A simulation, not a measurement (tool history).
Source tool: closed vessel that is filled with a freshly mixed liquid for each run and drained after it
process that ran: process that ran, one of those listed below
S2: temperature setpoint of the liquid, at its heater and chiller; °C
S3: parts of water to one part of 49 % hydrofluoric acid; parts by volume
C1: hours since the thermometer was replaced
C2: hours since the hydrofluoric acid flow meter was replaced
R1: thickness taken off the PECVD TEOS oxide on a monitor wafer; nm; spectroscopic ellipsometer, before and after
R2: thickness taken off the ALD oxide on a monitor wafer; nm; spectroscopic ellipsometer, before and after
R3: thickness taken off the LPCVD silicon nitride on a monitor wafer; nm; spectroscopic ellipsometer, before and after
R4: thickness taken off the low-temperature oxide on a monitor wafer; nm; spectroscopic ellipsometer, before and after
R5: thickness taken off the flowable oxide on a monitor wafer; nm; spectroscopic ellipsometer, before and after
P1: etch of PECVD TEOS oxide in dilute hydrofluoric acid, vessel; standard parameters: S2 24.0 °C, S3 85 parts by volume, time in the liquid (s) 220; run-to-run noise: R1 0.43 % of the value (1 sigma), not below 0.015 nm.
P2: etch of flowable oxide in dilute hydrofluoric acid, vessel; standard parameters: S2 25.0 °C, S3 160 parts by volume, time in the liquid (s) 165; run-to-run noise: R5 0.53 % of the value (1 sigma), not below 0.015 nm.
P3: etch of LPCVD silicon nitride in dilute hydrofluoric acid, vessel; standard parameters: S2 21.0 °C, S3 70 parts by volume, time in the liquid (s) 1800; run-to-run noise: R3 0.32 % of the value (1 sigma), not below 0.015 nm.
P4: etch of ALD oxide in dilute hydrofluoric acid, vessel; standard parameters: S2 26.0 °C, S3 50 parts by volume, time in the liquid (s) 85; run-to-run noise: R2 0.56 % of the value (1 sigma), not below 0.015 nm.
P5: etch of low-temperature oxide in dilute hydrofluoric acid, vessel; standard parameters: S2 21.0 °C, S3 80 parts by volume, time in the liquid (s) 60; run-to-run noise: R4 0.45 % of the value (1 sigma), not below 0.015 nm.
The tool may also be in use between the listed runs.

run 1 day=0.317 | process_that_ran=P1 S2=24.0 S3=85 time_in_the_liquid_(s)=220 | C1=191.0 C2=519.9 | R1=40.4430
run 2 day=0.588 | process_that_ran=P4 S2=26.0 S3=50 time_in_the_liquid_(s)=85 | C1=197.5 C2=526.4 | R2=25.2050
run 3 day=0.879 | process_that_ran=P3 S2=21.0 S3=70 time_in_the_liquid_(s)=2700 | C1=204.5 C2=533.4 | R3=16.658
run 4 day=1.221 | process_that_ran=P3 S2=21.0 S3=70 time_in_the_liquid_(s)=1800 | C1=212.7 C2=541.6 | R3=11.070
run 5 day=1.558 | process_that_ran=P3 S2=21.0 S3=70 time_in_the_liquid_(s)=1800 | C1=220.8 C2=549.7 | R3=11.142
run 6 day=1.750 | process_that_ran=P5 S2=21.0 S3=80 time_in_the_liquid_(s)=60 | C1=225.4 C2=554.3 | R4=15.136
run 7 day=1.929 | process_that_ran=P1 S2=24.0 S3=55 time_in_the_liquid_(s)=220 | C1=229.7 C2=558.6 | R1=65.3050
run 8 day=2.246 | process_that_ran=P2 S2=25.0 S3=160 time_in_the_liquid_(s)=80 | C1=237.3 C2=566.2 | R5=18.904
run 9 day=2.533 | process_that_ran=P1 S2=19.5 S3=20 time_in_the_liquid_(s)=220 | C1=244.2 C2=573.1 | R1=152.9500
run 10 day=2.712 | process_that_ran=P1 S2=30.5 S3=45 time_in_the_liquid_(s)=220 | C1=248.5 C2=577.4 | R1=104.3700
run 11 day=2.942 | process_that_ran=P4 S2=26.0 S3=30 time_in_the_liquid_(s)=85 | C1=254.0 C2=582.9 | R2=43.3310
run 12 day=3.196 | process_that_ran=P1 S2=19.5 S3=85 time_in_the_liquid_(s)=220 | C1=260.1 C2=589.0 | R1=33.4100
run 13 day=3.542 | process_that_ran=P3 S2=27.5 S3=70 time_in_the_liquid_(s)=1800 | C1=268.4 C2=597.3 | R3=17.270
run 14 day=3.858 | process_that_ran=P4 S2=26.0 S3=50 time_in_the_liquid_(s)=85 | C1=276.0 C2=604.9 | R2=25.1540
run 15 day=4.012 | process_that_ran=P5 S2=17.0 S3=80 time_in_the_liquid_(s)=60 | C1=279.7 C2=608.6 | R4=12.831
run 16 day=4.342 | process_that_ran=P1 S2=24.0 S3=85 time_in_the_liquid_(s)=355 | C1=287.6 C2=616.5 | R1=65.2710
run 17 day=4.679 | process_that_ran=P1 S2=17.5 S3=40 time_in_the_liquid_(s)=220 | C1=295.7 C2=624.6 | R1=68.4820
-- day=4.721 thermometer replaced
run 18 day=4.875 | process_that_ran=P1 S2=24.0 S3=85 time_in_the_liquid_(s)=220 | C1=3.7 C2=629.3 | R1=40.4500
run 19 day=5.075 | process_that_ran=P1 S2=24.0 S3=85 time_in_the_liquid_(s)=220 | C1=8.5 C2=634.1 | R1=40.3250
run 20 day=5.388 | process_that_ran=P1 S2=24.0 S3=85 time_in_the_liquid_(s)=30 | C1=16.0 C2=641.6 | R1=5.4671
run 21 day=5.725 | process_that_ran=P4 S2=26.0 S3=50 time_in_the_liquid_(s)=30 | C1=24.1 C2=649.7 | R2=8.8825
run 22 day=6.071 | process_that_ran=P2 S2=25.0 S3=160 time_in_the_liquid_(s)=165 | C1=32.4 C2=658.0 | R5=38.970
run 23 day=6.308 | process_that_ran=P1 S2=24.0 S3=85 time_in_the_liquid_(s)=220 | C1=38.1 C2=663.7 | R1=40.2970

What will run 24 give?
run 24 day=6.633 | process_that_ran=P4 S2=32.5 S3=50 time_in_the_liquid_(s)=85 | C1=45.9 C2=671.5 | R2=?

For run 24 the tool returned R2 32.5540 nm.

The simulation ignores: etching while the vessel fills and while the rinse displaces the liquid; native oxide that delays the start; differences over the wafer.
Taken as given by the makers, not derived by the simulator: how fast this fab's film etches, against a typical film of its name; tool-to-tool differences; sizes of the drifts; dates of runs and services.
